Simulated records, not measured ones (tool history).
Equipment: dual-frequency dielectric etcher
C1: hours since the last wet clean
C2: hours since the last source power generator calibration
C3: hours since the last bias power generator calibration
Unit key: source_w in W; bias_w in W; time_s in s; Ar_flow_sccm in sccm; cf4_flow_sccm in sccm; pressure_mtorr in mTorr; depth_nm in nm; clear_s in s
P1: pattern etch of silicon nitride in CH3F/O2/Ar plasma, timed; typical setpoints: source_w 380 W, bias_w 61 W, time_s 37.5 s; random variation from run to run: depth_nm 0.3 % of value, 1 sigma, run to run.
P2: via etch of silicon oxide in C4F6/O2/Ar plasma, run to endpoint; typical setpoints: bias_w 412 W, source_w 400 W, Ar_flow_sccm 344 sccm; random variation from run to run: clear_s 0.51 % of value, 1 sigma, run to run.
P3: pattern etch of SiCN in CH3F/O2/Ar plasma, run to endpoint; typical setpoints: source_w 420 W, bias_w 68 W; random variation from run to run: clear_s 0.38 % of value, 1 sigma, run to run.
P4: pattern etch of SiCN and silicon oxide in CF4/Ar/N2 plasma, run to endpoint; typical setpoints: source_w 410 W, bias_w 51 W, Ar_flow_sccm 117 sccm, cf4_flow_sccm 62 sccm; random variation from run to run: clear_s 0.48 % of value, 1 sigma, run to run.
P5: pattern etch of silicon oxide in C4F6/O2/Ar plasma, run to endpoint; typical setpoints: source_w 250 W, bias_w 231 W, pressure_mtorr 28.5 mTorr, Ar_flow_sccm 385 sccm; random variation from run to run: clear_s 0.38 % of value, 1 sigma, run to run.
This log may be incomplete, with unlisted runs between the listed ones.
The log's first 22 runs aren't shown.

{"run": 23, "hour": 267.5, "process": "P3", "source_w": 420, "bias_w": 47, "C1": 585, "C2": 1203.3, "C3": 3492.2, "clear_s": 30.095}
{"run": 24, "hour": 278.6, "process": "P5", "source_w": 250, "bias_w": 158, "Ar_flow_sccm": 385, "pressure_mtorr": 28.5, "C1": 596.1, "C2": 1214.4, "C3": 3503.3, "clear_s": 14.752}
{"run": 25, "hour": 293.4, "process": "P2", "source_w": 400, "bias_w": 412, "Ar_flow_sccm": 344, "C1": 610.9, "C2": 1229.2, "C3": 3518.1, "clear_s": 28.711}
{"run": 26, "hour": 302.9, "process": "P2", "source_w": 400, "bias_w": 412, "Ar_flow_sccm": 344, "C1": 620.4, "C2": 1238.7, "C3": 3527.6, "clear_s": 28.446}
{"run": 27, "hour": 317.2, "process": "P1", "source_w": 380, "bias_w": 71, "time_s": 20.5, "C1": 634.7, "C2": 1253, "C3": 3541.9, "depth_nm": 13.713}
{"run": 28, "hour": 328.2, "process": "P1", "source_w": 230, "bias_w": 61, "time_s": 37.5, "C1": 645.7, "C2": 1264, "C3": 3552.9, "depth_nm": 19.764}
{"run": 29, "hour": 335.6, "process": "P2", "source_w": 530, "bias_w": 412, "Ar_flow_sccm": 344, "C1": 653.1, "C2": 1271.4, "C3": 3560.3, "clear_s": 25.791}
{"run": 30, "hour": 348.4, "process": "P2", "source_w": 400, "bias_w": 548, "Ar_flow_sccm": 344, "C1": 665.9, "C2": 1284.2, "C3": 3573.1, "clear_s": 25.703}
{"run": 31, "hour": 363.8, "process": "P5", "source_w": 250, "bias_w": 231, "Ar_flow_sccm": 385, "pressure_mtorr": 34, "C1": 681.3, "C2": 1299.6, "C3": 3588.5, "clear_s": 13.174}
{"run": 32, "hour": 372.3, "process": "P1", "source_w": 380, "bias_w": 61, "time_s": 37.5, "C1": 689.8, "C2": 1308.1, "C3": 3597, "depth_nm": 23.781}
{"run": 33, "hour": 388.1, "process": "P1", "source_w": 490, "bias_w": 61, "time_s": 37.5, "C1": 705.6, "C2": 1323.9, "C3": 3612.8, "depth_nm": 26.25}
{"run": 34, "hour": 397.7, "process": "P1", "source_w": 380, "bias_w": 61, "time_s": 37.5, "C1": 715.2, "C2": 1333.5, "C3": 3622.4, "depth_nm": 23.779}
{"run": 35, "hour": 407.5, "process": "P1", "source_w": 380, "bias_w": 61, "time_s": 37.5, "C1": 725, "C2": 1343.3, "C3": 3632.2, "depth_nm": 23.73}
{"run": 36, "hour": 415.6, "process": "P1", "source_w": 380, "bias_w": 61, "time_s": 37.5, "C1": 733.1, "C2": 1351.4, "C3": 3640.3, "depth_nm": 23.592}
{"run": 37, "hour": 428.6, "process": "P1", "source_w": 380, "bias_w": 61, "time_s": 37.5, "C1": 746.1, "C2": 1364.4, "C3": 3653.3, "depth_nm": 23.571}
{"hour": 429.1, "done": "wet clean of the chamber"}
{"run": 38, "hour": 436.3, "process": "P1", "source_w": 380, "bias_w": 61, "time_s": 37.5, "C1": 7.3, "C2": 1372.1, "C3": 3661, "depth_nm": 23.428}
{"run": 39, "hour": 448.8, "process": "P1", "source_w": 380, "bias_w": 61, "time_s": 37.5, "C1": 19.8, "C2": 1384.6, "C3": 3673.5, "depth_nm": 23.494}

For run 40, what comes out?
{"run": 40, "hour": 457.2, "process": "P1", "source_w": 380, "bias_w": 61, "time_s": 37.5, "C1": 28.2, "C2": 1393, "C3": 3681.9, "depth_nm": "?"}

depth_nm: 23.465 nm
